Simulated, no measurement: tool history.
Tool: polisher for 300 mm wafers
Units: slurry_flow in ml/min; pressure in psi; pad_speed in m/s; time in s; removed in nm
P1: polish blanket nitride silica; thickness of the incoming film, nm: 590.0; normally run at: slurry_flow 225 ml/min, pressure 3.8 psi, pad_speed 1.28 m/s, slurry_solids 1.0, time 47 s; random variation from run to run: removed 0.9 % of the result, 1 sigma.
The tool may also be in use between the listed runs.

| run | hour | slurry_flow | pressure | pad_speed | slurry_solids | time | removed |
|---|---|---|---|---|---|---|---|
| 1 | 7.2 | 225 | 3.8 | 1.28 | 1.0 | 47 | 39.690 |
| 2 | 12.7 | 225 | 3.8 | 1.28 | 0.5 | 47 | 27.604 |
| 3 | 19.6 | 150 | 3.8 | 1.28 | 1.0 | 47 | 37.084 |
| 4 | 25.6 | 225 | 3.8 | 1.28 | 1.0 | 63 | 52.329 |
| 5 | 31.4 | 225 | 3.8 | 1.28 | 1.0 | 47 | 39.732 |
| 6 | 39.7 | 225 | 3.8 | 1.28 | 1.0 | 47 | 39.446 |
| 7 | 46.2 | 225 | 1.8 | 1.28 | 1.0 | 47 | 18.817 |
| 8 | 51.8 | 225 | 3.8 | 1.28 | 1.0 | 47 | 39.413 |
| 9 | 59.7 | 305 | 3.8 | 1.28 | 1.0 | 47 | 41.147 |
| 10 | 71.3 | 225 | 3.8 | 2.02 | 1.0 | 47 | 56.932 |
| 11 | 79.4 | 225 | 3.8 | 1.92 | 1.0 | 22 | 25.677 |
| 12 | 90.4 | 225 | 3.8 | 0.70 | 1.0 | 72 | 37.864 |
| 13 | 102.4 | 225 | 3.8 | 1.28 | 1.0 | 28 | 23.602 |
| 14 | 111.7 | 225 | 4.8 | 1.28 | 1.0 | 47 | 49.897 |
| 15 | 117.1 | 225 | 3.8 | 0.92 | 1.0 | 47 | 30.101 |
| 16 | 125.8 | 225 | 3.8 | 1.28 | 1.0 | 47 | 39.162 |
| 17 | 136.3 | 225 | 3.8 | 1.28 | 1.0 | 47 | 39.430 |
| 18 | 147.6 | 225 | 3.8 | 1.28 | 1.3 | 47 | 44.285 |
| 19 | 153.6 | 225 | 3.8 | 1.28 | 1.0 | 47 | 39.658 |
| 20 | 161.3 | 225 | 3.8 | 1.28 | 1.0 | 47 | 39.041 |
| 21 | 170.1 | 225 | 3.8 | 1.28 | 1.0 | 47 | 37.384 |
| 22 | 178.4 | 225 | 3.8 | 1.28 | 1.0 | 47 | 37.093 |
| 23 | 186.3 | 225 | 3.8 | 1.28 | 1.0 | 47 | 36.341 |
| 24 | 194.8 | 225 | 3.8 | 1.28 | 1.0 | 47 | 36.328 |
|  | 197.0 | head pressure recalibrated |
|  | 199.3 | slurry nozzle cleaned |
|  | 199.5 | conditioning disc replaced and pad reconditioned |
| 25 | 200.9 | 225 | 3.8 | 1.28 | 1.0 | 47 | 35.762 |
| 26 | 212.8 | 225 | 3.8 | 1.28 | 1.0 | 47 | 35.584 |
| 27 | 224.6 | 225 | 3.8 | 1.28 | 1.0 | 47 | 36.041 |
| 28 | 231.0 | 225 | 3.8 | 1.28 | 1.0 | 47 | 35.774 |

What P1 gives has crept away from where it was. These 2 causes fit the log equally well, each at the size given:
A: removal rate lost through wear of the pad, % = 10.1
B: abrasive missing from the slurry, % = 19.8
The creep began at about hour 153.6.
Why every other cause is out:
slurry flow missing at the pad, %: serviced at hour 199.3, which brought nothing back
head's pressure below its setpoint, %: serviced at hour 197.0, which brought nothing back
time polished since the conditioner stopped cutting, s: serviced at hour 199.5, which brought nothing back

4 check runs are offered, each on 5 wafers whose results are averaged, their results left as question marks. Which one tells the causes apart?
| check 1 | 237.4 | 225 | 3.8 | 1.92 | 1.00 | 47 | ? |
| check 2 | 237.4 | 225 | 3.8 | 1.88 | 1.00 | 37 | ? |
| check 3 | 237.4 | 225 | 2.2 | 1.28 | 1.00 | 47 | ? |
| check 4 | 237.4 | 225 | 3.8 | 1.28 | 0.55 | 47 | ? |

What each check would give under each cause:
| check | result | if A | if B |
|---|---|---|---|
| check 1 | removed | 49.380 | 49.386 |
| check 2 | removed | 38.224 | 38.229 |
| check 3 | removed | 20.669 | 20.671 |
| check 4 | removed | 26.023 | 25.199 |
How far apart the two closest causes lie, in the result that separates them most: check 1 0.01 %; check 2 0.01 %; check 3 0.01 %; check 4 3.22 %
Only check 4 tells the causes apart: in the others they would give nearly the same result.

Check 4 was then run and gave: removed 26.013 nm. Which cause is it?

It is A: removal rate lost through wear of the pad, %.

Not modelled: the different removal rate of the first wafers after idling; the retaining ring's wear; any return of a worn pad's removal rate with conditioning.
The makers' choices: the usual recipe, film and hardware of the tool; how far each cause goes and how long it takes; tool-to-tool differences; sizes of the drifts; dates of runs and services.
